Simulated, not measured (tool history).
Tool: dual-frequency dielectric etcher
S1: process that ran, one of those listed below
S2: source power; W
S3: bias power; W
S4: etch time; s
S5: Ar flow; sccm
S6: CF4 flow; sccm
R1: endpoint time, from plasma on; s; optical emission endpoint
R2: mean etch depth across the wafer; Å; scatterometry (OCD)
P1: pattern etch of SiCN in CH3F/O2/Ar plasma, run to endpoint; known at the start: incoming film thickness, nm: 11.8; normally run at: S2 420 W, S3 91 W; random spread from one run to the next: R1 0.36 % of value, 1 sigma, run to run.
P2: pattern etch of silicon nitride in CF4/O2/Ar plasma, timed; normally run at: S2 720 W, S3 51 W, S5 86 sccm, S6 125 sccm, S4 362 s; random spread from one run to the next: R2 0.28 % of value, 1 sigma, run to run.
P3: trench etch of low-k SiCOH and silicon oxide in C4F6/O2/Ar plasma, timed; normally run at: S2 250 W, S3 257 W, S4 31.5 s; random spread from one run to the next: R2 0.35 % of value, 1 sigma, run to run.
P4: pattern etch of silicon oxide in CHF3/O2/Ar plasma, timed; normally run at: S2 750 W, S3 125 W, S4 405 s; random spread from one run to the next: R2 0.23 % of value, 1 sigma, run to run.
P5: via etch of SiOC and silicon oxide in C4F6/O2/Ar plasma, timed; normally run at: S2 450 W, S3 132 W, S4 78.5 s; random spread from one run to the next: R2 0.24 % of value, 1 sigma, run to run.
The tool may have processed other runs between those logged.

| run | hour | S1 | S2 | S3 | S4 | S5 | S6 | R1 | R2 |
|---|---|---|---|---|---|---|---|---|---|
| 1 | 5.1 | P1 | 420 | 91 |  |  |  | 28.426 |  |
| 2 | 7.5 | P4 | 980 | 125 | 405 |  |  |  | 8740.7 |
| 3 | 11 | P4 | 750 | 125 | 405 |  |  |  | 7882.7 |
| 4 | 15.4 | P4 | 750 | 125 | 573.5 |  |  |  | 11203 |
| 5 | 18.5 | P5 | 450 | 132 | 78.5 |  |  |  | 908.72 |
| 6 | 21.2 | P3 | 250 | 257 | 41 |  |  |  | 1217.8 |
| 7 | 26 | P2 | 720 | 51 | 362 | 86 | 125 |  | 9669.4 |
| 8 | 30.1 | P1 | 420 | 91 |  |  |  | 28.433 |  |
| 9 | 33.5 | P1 | 270 | 91 |  |  |  | 33.517 |  |
| 10 | 36.5 | P3 | 250 | 257 | 31.5 |  |  |  | 939.6 |
| 11 | 39.7 | P1 | 560 | 111 |  |  |  | 23.834 |  |
| 12 | 42.3 | P5 | 450 | 132 | 104 |  |  |  | 1206 |
| 13 | 46.1 | P1 | 350 | 126 |  |  |  | 26.949 |  |
| 14 | 49.4 | P3 | 250 | 354 | 31.5 |  |  |  | 1043.4 |
| 15 | 53.3 | P2 | 1020 | 51 | 362 | 86 | 125 |  | 13046 |
| 16 | 57.1 | P3 | 200 | 257 | 31.5 |  |  |  | 861.31 |
| 17 | 59.8 | P1 | 420 | 117 |  |  |  | 25.968 |  |
| 18 | 62.6 | P2 | 720 | 51 | 362 | 116 | 125 |  | 9307.5 |
| 19 | 66 | P2 | 720 | 51 | 362 | 86 | 87 |  | 9226.9 |
| 20 | 70.9 | P1 | 580 | 91 |  |  |  | 25.266 |  |
| 21 | 74.3 | P1 | 420 | 54 |  |  |  | 34.282 |  |
| 22 | 78.5 | P5 | 450 | 90 | 78.5 |  |  |  | 818.92 |
| 23 | 81.5 | P1 | 420 | 91 |  |  |  | 28.496 |  |
| 24 | 85.5 | P2 | 720 | 51 | 282 | 86 | 125 |  | 7511.3 |
| 25 | 88.7 | P1 | 420 | 91 |  |  |  | 28.56 |  |
| 26 | 93.1 | P4 | 750 | 102 | 405 |  |  |  | 7453 |
| 27 | 96.3 | P2 | 720 | 72 | 362 | 86 | 125 |  | 10886 |
| 28 | 99.2 | P5 | 610 | 132 | 78.5 |  |  |  | 1024.3 |
| 29 | 102.8 | P1 | 420 | 91 |  |  |  | 28.479 |  |
| 30 | 105.8 | P1 | 420 | 91 |  |  |  | 28.517 |  |
| 31 | 110.4 | P1 | 420 | 91 |  |  |  | 28.789 |  |
| 32 | 113.6 | P1 | 420 | 91 |  |  |  | 28.843 |  |
| 33 | 117.7 | P1 | 420 | 91 |  |  |  | 28.853 |  |
| 34 | 120.3 | P1 | 420 | 91 |  |  |  | 28.872 |  |
| 35 | 124.2 | P1 | 420 | 91 |  |  |  | 28.815 |  |
| 36 | 126.8 | P1 | 420 | 91 |  |  |  | 28.954 |  |
|  | 128.7 | wet clean of the chamber |
| 37 | 129.4 | P1 | 420 | 91 |  |  |  | 28.835 |  |
| 38 | 132.3 | P1 | 420 | 91 |  |  |  | 29.002 |  |
| 39 | 137.3 | P1 | 420 | 91 |  |  |  | 29.09 |  |

P1 has crept away from where it was. The log is fitted equally well by each of these 2 causes, at the sizes shown:
A: bias power that arrives under what is set, % = 4.84
B: source power that arrives under what is set, % = 4.8
Creep in the process output first set in at about hour 105.8.
Excluded causes, each with its reason:
chamber walls in a state that lowers the etch rate, %: maintenance at hour 128.7, after the shift began, did not return the process to its former output

Of the 4 check runs listed below, each run on one wafer and each result written as a question mark, which would let you distinguish the listed causes because they would give clearly different results?
| check 1 | 142.3 | P3 | 250 | 257 | 31.5 |  |  |  | ? |
| check 2 | 142.3 | P2 | 720 | 51 | 362 | 86 | 125 |  | ? |
| check 3 | 142.3 | P5 | 450 | 132 | 78.5 |  |  |  | ? |
| check 4 | 142.3 | P4 | 750 | 125 | 405 |  |  |  | ? |

What every check run would give for each of its results, assuming each possible cause in turn:
| check | result | if A | if B |
|---|---|---|---|
| check 1 | R2 | 920.61 | 919.38 |
| check 2 | R2 | 9475.1 | 9231.9 |
| check 3 | R2 | 897.33 | 893.03 |
| check 4 | R2 | 7754.4 | 7721 |
How far apart the two closest causes lie, in the result that separates them most: check 1 0.13 %; check 2 2.6 %; check 3 0.48 %; check 4 0.43 %
Only check 2 tells the causes apart: in the others they would give nearly the same result.

Check 2 has now been run. It gave: R2 9474.3 Å. Which of the candidate causes is it?

It is A: bias power that arrives under what is set, %.

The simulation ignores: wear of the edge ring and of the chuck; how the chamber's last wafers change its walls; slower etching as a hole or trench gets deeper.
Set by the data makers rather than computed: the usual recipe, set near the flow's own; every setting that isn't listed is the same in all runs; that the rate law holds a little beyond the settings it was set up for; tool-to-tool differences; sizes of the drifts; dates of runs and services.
